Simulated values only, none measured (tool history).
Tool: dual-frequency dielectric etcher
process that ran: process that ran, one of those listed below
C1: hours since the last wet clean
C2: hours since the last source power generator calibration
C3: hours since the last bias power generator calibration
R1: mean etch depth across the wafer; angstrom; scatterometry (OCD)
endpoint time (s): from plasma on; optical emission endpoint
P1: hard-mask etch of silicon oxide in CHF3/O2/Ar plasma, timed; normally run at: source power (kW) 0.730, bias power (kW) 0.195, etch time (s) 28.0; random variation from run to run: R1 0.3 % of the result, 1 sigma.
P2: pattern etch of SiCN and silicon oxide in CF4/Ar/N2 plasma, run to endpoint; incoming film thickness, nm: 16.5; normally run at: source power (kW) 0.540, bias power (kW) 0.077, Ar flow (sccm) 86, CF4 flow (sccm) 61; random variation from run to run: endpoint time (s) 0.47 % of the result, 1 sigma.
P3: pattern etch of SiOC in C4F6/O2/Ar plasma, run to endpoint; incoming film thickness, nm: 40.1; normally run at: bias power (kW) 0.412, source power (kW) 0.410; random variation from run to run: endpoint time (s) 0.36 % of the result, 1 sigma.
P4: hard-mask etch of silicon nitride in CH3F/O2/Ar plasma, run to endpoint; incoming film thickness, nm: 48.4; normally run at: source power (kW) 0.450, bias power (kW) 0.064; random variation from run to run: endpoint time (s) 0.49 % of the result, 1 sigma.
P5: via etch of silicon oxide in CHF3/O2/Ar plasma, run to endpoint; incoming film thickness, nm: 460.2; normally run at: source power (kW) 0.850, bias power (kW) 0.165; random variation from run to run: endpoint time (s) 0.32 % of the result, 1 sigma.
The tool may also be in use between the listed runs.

Run 1, hour 3.4: process that ran P1, source power (kW) 0.730, bias power (kW) 0.195, etch time (s) 28.0; C1 315.1; C2 1196.4; C3 730.0. Result: R1 598.67 angstrom.
Run 2, hour 8.7: process that ran P1, source power (kW) 0.730, bias power (kW) 0.195, etch time (s) 28.0; C1 320.4; C2 1201.7; C3 735.3. Result: R1 600.88 angstrom.
Run 3, hour 13.3: process that ran P1, source power (kW) 0.730, bias power (kW) 0.254, etch time (s) 35.5; C1 325.0; C2 1206.3; C3 739.9. Result: R1 826.39 angstrom.
Run 4, hour 18.3: process that ran P2, source power (kW) 0.540, bias power (kW) 0.059, Ar flow (sccm) 86, CF4 flow (sccm) 61; C1 330.0; C2 1211.3; C3 744.9. Result: endpoint time (s) 17.630.
Run 5, hour 24.1: process that ran P4, source power (kW) 0.450, bias power (kW) 0.076; C1 335.8; C2 1217.1; C3 750.7. Result: endpoint time (s) 65.156.
Run 6, hour 27.7: process that ran P2, source power (kW) 0.540, bias power (kW) 0.077, Ar flow (sccm) 86, CF4 flow (sccm) 61; C1 339.4; C2 1220.7; C3 754.3. Result: endpoint time (s) 16.080.
Run 7, hour 33.3: process that ran P1, source power (kW) 0.730, bias power (kW) 0.195, etch time (s) 37.5; C1 345.0; C2 1226.3; C3 759.9. Result: R1 798.49 angstrom.
Run 8, hour 36.8: process that ran P1, source power (kW) 0.730, bias power (kW) 0.195, etch time (s) 28.0; C1 348.5; C2 1229.8; C3 763.4. Result: R1 600.50 angstrom.
Run 9, hour 40.3: process that ran P4, source power (kW) 0.450, bias power (kW) 0.064; C1 352.0; C2 1233.3; C3 766.9. Result: endpoint time (s) 69.603.
Run 10, hour 45.0: process that ran P1, source power (kW) 1.000, bias power (kW) 0.195, etch time (s) 28.0; C1 356.7; C2 1238.0; C3 771.6. Result: R1 675.13 angstrom.
Run 11, hour 48.2: process that ran P2, source power (kW) 0.540, bias power (kW) 0.077, Ar flow (sccm) 86, CF4 flow (sccm) 81; C1 359.9; C2 1241.2; C3 774.8. Result: endpoint time (s) 15.349.
Run 12, hour 53.9: process that ran P1, source power (kW) 0.550, bias power (kW) 0.195, etch time (s) 28.0; C1 365.6; C2 1246.9; C3 780.5. Result: R1 537.07 angstrom.
Run 13, hour 57.2: process that ran P4, source power (kW) 0.300, bias power (kW) 0.064; C1 368.9; C2 1250.2; C3 783.8. Result: endpoint time (s) 80.204.
Run 14, hour 62.1: process that ran P3, source power (kW) 0.280, bias power (kW) 0.412; C1 373.8; C2 1255.1; C3 788.7. Result: endpoint time (s) 15.826.
Run 15, hour 67.6: process that ran P3, source power (kW) 0.410, bias power (kW) 0.279; C1 379.3; C2 1260.6; C3 794.2. Result: endpoint time (s) 15.870.
Run 16, hour 73.6: process that ran P5, source power (kW) 0.570, bias power (kW) 0.165; C1 385.3; C2 1266.6; C3 800.2. Result: endpoint time (s) 243.410.
At hour 76.9: wet clean of the chamber.
Run 17, hour 80.1: process that ran P2, source power (kW) 0.370, bias power (kW) 0.077, Ar flow (sccm) 86, CF4 flow (sccm) 61; C1 3.2; C2 1273.1; C3 806.7. Result: endpoint time (s) 22.385.
Run 18, hour 83.5: process that ran P3, source power (kW) 0.410, bias power (kW) 0.412; C1 6.6; C2 1276.5; C3 810.1. Result: endpoint time (s) 13.838.
Run 19, hour 86.4: process that ran P1, source power (kW) 0.730, bias power (kW) 0.195, etch time (s) 28.0; C1 9.5; C2 1279.4; C3 813.0. Result: R1 599.83 angstrom.
Run 20, hour 89.5: process that ran P1, source power (kW) 0.730, bias power (kW) 0.195, etch time (s) 28.0; C1 12.6; C2 1282.5; C3 816.1. Result: R1 599.72 angstrom.
Run 21, hour 93.2: process that ran P1, source power (kW) 0.730, bias power (kW) 0.265, etch time (s) 28.0; C1 16.3; C2 1286.2; C3 819.8. Result: R1 664.62 angstrom.
Run 22, hour 96.3: process that ran P5, source power (kW) 0.850, bias power (kW) 0.222; C1 19.4; C2 1289.3; C3 822.9. Result: endpoint time (s) 190.960.
Run 23, hour 99.5: process that ran P2, source power (kW) 0.540, bias power (kW) 0.077, Ar flow (sccm) 121, CF4 flow (sccm) 61; C1 22.6; C2 1292.5; C3 826.1. Result: endpoint time (s) 17.045.
Run 24, hour 104.4: process that ran P3, source power (kW) 0.410, bias power (kW) 0.412; C1 27.5; C2 1297.4; C3 831.0. Result: endpoint time (s) 13.700.
Run 25, hour 107.7: process that ran P5, source power (kW) 0.850, bias power (kW) 0.165; C1 30.8; C2 1300.7; C3 834.3. Result: endpoint time (s) 211.290.
Run 26, hour 111.1: process that ran P1, source power (kW) 0.730, bias power (kW) 0.130, etch time (s) 28.0; C1 34.2; C2 1304.1; C3 837.7. Result: R1 526.43 angstrom.
Run 27, hour 116.5: process that ran P1, source power (kW) 0.730, bias power (kW) 0.195, etch time (s) 21.0; C1 39.6; C2 1309.5; C3 843.1. Result: R1 448.09 angstrom.
Run 28, hour 123.1: process that ran P2, source power (kW) 0.540, bias power (kW) 0.077, Ar flow (sccm) 86, CF4 flow (sccm) 61; C1 46.2; C2 1316.1; C3 849.7. Result: endpoint time (s) 16.126.
Run 29, hour 127.1: process that ran P1, source power (kW) 0.730, bias power (kW) 0.195, etch time (s) 28.0; C1 50.2; C2 1320.1; C3 853.7. Result: R1 597.89 angstrom.
Run 30, hour 130.9: process that ran P1, source power (kW) 0.730, bias power (kW) 0.195, etch time (s) 28.0; C1 54.0; C2 1323.9; C3 857.5. Result: R1 592.46 angstrom.
Run 31, hour 137.6: process that ran P1, source power (kW) 0.730, bias power (kW) 0.195, etch time (s) 28.0; C1 60.7; C2 1330.6; C3 864.2. Result: R1 594.00 angstrom.
Run 32, hour 143.4: process that ran P1, source power (kW) 0.730, bias power (kW) 0.195, etch time (s) 28.0; C1 66.5; C2 1336.4; C3 870.0. Result: R1 590.93 angstrom.
Run 33, hour 148.4: process that ran P1, source power (kW) 0.730, bias power (kW) 0.195, etch time (s) 28.0; C1 71.5; C2 1341.4; C3 875.0. Result: R1 588.11 angstrom.
Run 34, hour 153.3: process that ran P1, source power (kW) 0.730, bias power (kW) 0.195, etch time (s) 28.0; C1 76.4; C2 1346.3; C3 879.9. Result: R1 590.63 angstrom.
At hour 153.5: wet clean of the chamber.
Run 35, hour 159.4: process that ran P1, source power (kW) 0.730, bias power (kW) 0.195, etch time (s) 28.0; C1 5.9; C2 1352.4; C3 886.0. Result: R1 591.10 angstrom.
Run 36, hour 162.3: process that ran P1, source power (kW) 0.730, bias power (kW) 0.195, etch time (s) 28.0; C1 8.8; C2 1355.3; C3 888.9. Result: R1 588.98 angstrom.
Run 37, hour 166.6: process that ran P1, source power (kW) 0.730, bias power (kW) 0.195, etch time (s) 28.0; C1 13.1; C2 1359.6; C3 893.2. Result: R1 585.99 angstrom.

What P1 gives has crept away from where it was. These 2 causes fit the log equally well, each at the size given:
A: bias power that arrives under what is set, % = 4.67
B: source power that arrives under what is set, % = 4.11
The creep began at about hour 127.1.
Why every other cause is out:
chamber walls in a state that lowers the etch rate, %: serviced at hour 153.5, which brought nothing back

4 check runs are offered, each on 3 wafers whose results are averaged, their results left as question marks. Which one tells the causes apart?
Run check 1, hour 170.9: process that ran P5, source power (kW) 0.850, bias power (kW) 0.165. Result: endpoint time (s) ?.
Run check 2, hour 170.9: process that ran P3, source power (kW) 0.410, bias power (kW) 0.412. Result: endpoint time (s) ?.
Run check 3, hour 170.9: process that ran P4, source power (kW) 0.450, bias power (kW) 0.064. Result: endpoint time (s) ?.
Run check 4, hour 170.9: process that ran P2, source power (kW) 0.540, bias power (kW) 0.077, Ar flow (sccm) 86, CF4 flow (sccm) 61. Result: endpoint time (s) ?.

What each check would give under each cause:
  check             result     if A     if B
check 1  endpoint time (s)  213.610  213.810
check 2  endpoint time (s)   14.017   13.994
check 3  endpoint time (s)   70.186   70.213
check 4  endpoint time (s)   16.348   16.695
How far apart the two closest causes lie, in the result that separates them most: check 1 0.09 %; check 2 0.16 %; check 3 0.04 %; check 4 2.1 %
Only check 4 tells the causes apart: in the others they would give nearly the same result.

Then check 4 was run and gave: endpoint time (s) 16.703. Which cause is it?

It is B: source power that arrives under what is set, %.
